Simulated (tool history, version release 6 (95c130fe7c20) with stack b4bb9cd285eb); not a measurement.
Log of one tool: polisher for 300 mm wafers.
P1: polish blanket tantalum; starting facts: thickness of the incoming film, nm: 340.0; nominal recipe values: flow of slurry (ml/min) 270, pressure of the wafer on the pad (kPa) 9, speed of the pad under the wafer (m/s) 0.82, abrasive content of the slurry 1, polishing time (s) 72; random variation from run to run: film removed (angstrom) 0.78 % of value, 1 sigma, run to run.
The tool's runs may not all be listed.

run	hour	flow of slurry (ml/min)	pressure of the wafer on the pad (kPa)	speed of the pad under the wafer (m/s)	abrasive content of the slurry	polishing time (s)	wafers polished on this pad	hours since the slurry nozzle was cleaned	hours since the head pressure was calibrated	hours since the slurry blender was calibrated	film removed (angstrom)
1	9.1	270	9	0.82	1	72	551	264.3	609.8	182.1	686.36
2	14.1	160	9	0.82	1	72	610	269.3	614.8	187.1	637.13
3	24	270	9	0.82	0.6	72	727	279.2	624.7	197	575.5
4	30.8	270	9	0.82	1	72	807	286	631.5	203.8	678.48
5	40.8	270	9	0.82	1	72	925	296	641.5	213.8	676.84
6	46.8	270	4.1	0.82	1	72	996	302	647.5	219.8	313.73
7	53.4	410	9	0.82	1	72	1074	308.6	654.1	226.4	699.56
8	60.6	270	9	0.82	1	72	1159	315.8	661.3	233.6	686.37
9	68.5	420	11.7	0.82	1	72	1253	323.7	669.2	241.5	919.38
10	76.7	270	9	0.48	1	72	1349	331.9	677.4	249.7	406.15
11	81.4	270	11.7	0.82	1	72	1405	336.6	682.1	254.4	879.3
12	89.1	270	9	0.82	1	44	1496	344.3	689.8	262.1	411.1
13	94.6	270	9	0.82	1	72	1561	349.8	695.3	267.6	686.15
14	99.1	270	9	0.82	1	72	1614	354.3	699.8	272.1	676.16
15	106.1	270	9	0.82	1.45	72	1697	361.3	706.8	279.1	739.76
16	115.6	270	4.1	0.82	1.45	72	1809	370.8	716.3	288.6	346.99

Run 17 comes next. What will it give?
17	122.8	270	9	0.82	1	72	1894	378	723.5	295.8	?

Run 17 produced film removed (angstrom) 685.52.

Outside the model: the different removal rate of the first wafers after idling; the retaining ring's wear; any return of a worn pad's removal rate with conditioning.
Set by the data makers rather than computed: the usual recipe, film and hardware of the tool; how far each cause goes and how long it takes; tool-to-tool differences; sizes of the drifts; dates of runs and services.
